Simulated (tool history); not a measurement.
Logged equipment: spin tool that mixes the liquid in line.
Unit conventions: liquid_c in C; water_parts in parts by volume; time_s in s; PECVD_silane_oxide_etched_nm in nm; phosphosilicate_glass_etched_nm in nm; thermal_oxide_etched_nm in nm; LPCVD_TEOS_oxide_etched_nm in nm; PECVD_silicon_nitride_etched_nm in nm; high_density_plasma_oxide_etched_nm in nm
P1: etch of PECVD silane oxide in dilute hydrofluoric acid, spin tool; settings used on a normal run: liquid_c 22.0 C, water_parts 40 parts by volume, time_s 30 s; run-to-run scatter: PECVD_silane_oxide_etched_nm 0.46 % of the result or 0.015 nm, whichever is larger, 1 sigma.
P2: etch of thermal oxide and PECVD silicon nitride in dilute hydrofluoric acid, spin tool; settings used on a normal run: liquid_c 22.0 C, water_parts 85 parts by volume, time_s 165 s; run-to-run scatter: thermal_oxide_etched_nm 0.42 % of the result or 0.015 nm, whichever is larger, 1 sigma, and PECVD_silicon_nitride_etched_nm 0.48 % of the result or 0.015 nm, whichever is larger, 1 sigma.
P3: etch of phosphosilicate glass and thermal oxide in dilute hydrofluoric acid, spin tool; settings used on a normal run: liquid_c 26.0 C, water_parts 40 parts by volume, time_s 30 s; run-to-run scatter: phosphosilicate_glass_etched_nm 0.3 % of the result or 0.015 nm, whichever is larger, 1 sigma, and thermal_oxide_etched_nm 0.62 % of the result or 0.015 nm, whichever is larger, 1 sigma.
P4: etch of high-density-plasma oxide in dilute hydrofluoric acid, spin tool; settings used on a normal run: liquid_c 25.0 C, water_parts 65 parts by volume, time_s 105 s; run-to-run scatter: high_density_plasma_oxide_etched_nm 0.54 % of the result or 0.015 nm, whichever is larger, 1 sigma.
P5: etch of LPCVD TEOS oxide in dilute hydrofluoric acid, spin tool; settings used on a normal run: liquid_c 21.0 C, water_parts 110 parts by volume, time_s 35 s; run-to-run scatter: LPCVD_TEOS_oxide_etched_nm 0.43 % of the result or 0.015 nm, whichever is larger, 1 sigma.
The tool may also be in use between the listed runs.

| run | hour | process | liquid_c | water_parts | time_s | hours since the thermometer was replaced | hours since the hydrofluoric acid flow meter was replaced | PECVD_silane_oxide_etched_nm | phosphosilicate_glass_etched_nm | thermal_oxide_etched_nm | LPCVD_TEOS_oxide_etched_nm | PECVD_silicon_nitride_etched_nm | high_density_plasma_oxide_etched_nm |
|---|---|---|---|---|---|---|---|---|---|---|---|---|---|
| 1 | 11.7 | P1 | 22.0 | 40 | 30 | 808.5 | 761.1 | 25.495 |  |  |  |  |  |
| 2 | 25.3 | P3 | 19.0 | 40 | 30 | 822.1 | 774.7 |  | 96.592 | 2.9276 |  |  |  |
| 3 | 32.4 | P5 | 25.5 | 110 | 35 | 829.2 | 781.8 |  |  |  | 8.4739 |  |  |
| 4 | 44.7 | P1 | 17.5 | 40 | 30 | 841.5 | 794.1 | 21.110 |  |  |  |  |  |
| 5 | 55.6 | P5 | 21.0 | 110 | 35 | 852.4 | 805.0 |  |  |  | 7.1633 |  |  |
| 6 | 68.1 | P5 | 21.0 | 110 | 35 | 864.9 | 817.5 |  |  |  | 7.0801 |  |  |
| 7 | 82.2 | P2 | 22.0 | 85 | 250 | 879.0 | 831.6 |  |  | 13.2370 |  | 11.0120 |  |
| 8 | 96.2 | P1 | 22.0 | 40 | 30 | 893.0 | 845.6 | 25.280 |  |  |  |  |  |
| 9 | 104.2 | P1 | 22.0 | 70 | 30 | 901.0 | 853.6 | 13.964 |  |  |  |  |  |
| 10 | 115.8 | P3 | 26.0 | 40 | 15 | 912.6 | 865.2 |  | 64.711 | 1.9639 |  |  |  |
| 11 | 122.5 | P1 | 22.0 | 40 | 30 | 919.3 | 871.9 | 25.302 |  |  |  |  |  |
| 12 | 137.5 | P5 | 21.0 | 110 | 15 | 934.3 | 886.9 |  |  |  | 3.0635 |  |  |
| 13 | 150.2 | P1 | 22.0 | 40 | 30 | 947.0 | 899.6 | 25.392 |  |  |  |  |  |
| 14 | 160.8 | P1 | 22.0 | 20 | 30 | 957.6 | 910.2 | 52.789 |  |  |  |  |  |
| 15 | 172.3 | P1 | 18.0 | 70 | 30 | 969.1 | 921.7 | 11.827 |  |  |  |  |  |
| 16 | 183.9 | P1 | 22.0 | 40 | 45 | 980.7 | 933.3 | 37.890 |  |  |  |  |  |
| 17 | 192.5 | P1 | 22.0 | 20 | 15 | 989.3 | 941.9 | 25.936 |  |  |  |  |  |
| 18 | 205.4 | P1 | 22.0 | 40 | 30 | 1002.2 | 954.8 | 25.582 |  |  |  |  |  |
| 19 | 215.1 | P4 | 25.0 | 105 | 105 | 1011.9 | 964.5 |  |  |  |  |  | 7.0387 |
| 20 | 227.3 | P4 | 25.0 | 65 | 105 | 1024.1 | 976.7 |  |  |  |  |  | 12.0500 |
| 21 | 238.5 | P2 | 22.0 | 85 | 165 | 1035.3 | 987.9 |  |  | 8.7735 |  | 7.3388 |  |
| 22 | 249.2 | P4 | 32.0 | 65 | 105 | 1046.0 | 998.6 |  |  |  |  |  | 15.8480 |
| 23 | 262.4 | P3 | 26.0 | 20 | 30 | 1059.2 | 1011.8 |  | 266.880 | 8.1956 |  |  |  |
| 24 | 275.5 | P2 | 22.0 | 20 | 165 | 1072.3 | 1024.9 |  |  | 40.7660 |  | 29.8390 |  |
| 25 | 283.7 | P3 | 26.0 | 40 | 30 | 1080.5 | 1033.1 |  | 129.300 | 4.0134 |  |  |  |
| 26 | 292.8 | P4 | 25.0 | 65 | 160 | 1089.6 | 1042.2 |  |  |  |  |  | 18.0030 |
| 27 | 307.8 | P1 | 22.0 | 40 | 15 | 1104.6 | 1057.2 | 12.749 |  |  |  |  |  |
| 28 | 320.8 | P1 | 22.0 | 40 | 30 | 1117.6 | 1070.2 | 25.468 |  |  |  |  |  |
| 29 | 329.4 | P1 | 26.0 | 40 | 30 | 1126.2 | 1078.8 | 30.212 |  |  |  |  |  |
| 30 | 341.5 | P2 | 29.0 | 85 | 165 | 1138.3 | 1090.9 |  |  | 11.5120 |  | 11.5530 |  |
| 31 | 349.2 | P5 | 21.0 | 195 | 35 | 1146.0 | 1098.6 |  |  |  | 3.7000 |  |  |
| 32 | 363.0 | P1 | 22.0 | 40 | 30 | 1159.8 | 1112.4 | 25.509 |  |  |  |  |  |
| 33 | 377.4 | P1 | 22.0 | 40 | 30 | 1174.2 | 1126.8 | 26.670 |  |  |  |  |  |
| 34 | 387.0 | P1 | 22.0 | 40 | 30 | 1183.8 | 1136.4 | 27.170 |  |  |  |  |  |
| 35 | 399.9 | P1 | 22.0 | 40 | 30 | 1196.7 | 1149.3 | 27.559 |  |  |  |  |  |
| 36 | 406.7 | P1 | 22.0 | 40 | 30 | 1203.5 | 1156.1 | 27.462 |  |  |  |  |  |
| 37 | 420.9 | P1 | 22.0 | 40 | 30 | 1217.7 | 1170.3 | 27.960 |  |  |  |  |  |
| 38 | 433.9 | P1 | 22.0 | 40 | 30 | 1230.7 | 1183.3 | 27.802 |  |  |  |  |  |

Estimate the outcome of run 39 from the log above:
| 39 | 445.1 | P1 | 22.0 | 40 | 30 | 1241.9 | 1194.5 | ? |  |  |  |  |  |

{"run 39": {"PECVD_silane_oxide_etched_nm": 28.024}}

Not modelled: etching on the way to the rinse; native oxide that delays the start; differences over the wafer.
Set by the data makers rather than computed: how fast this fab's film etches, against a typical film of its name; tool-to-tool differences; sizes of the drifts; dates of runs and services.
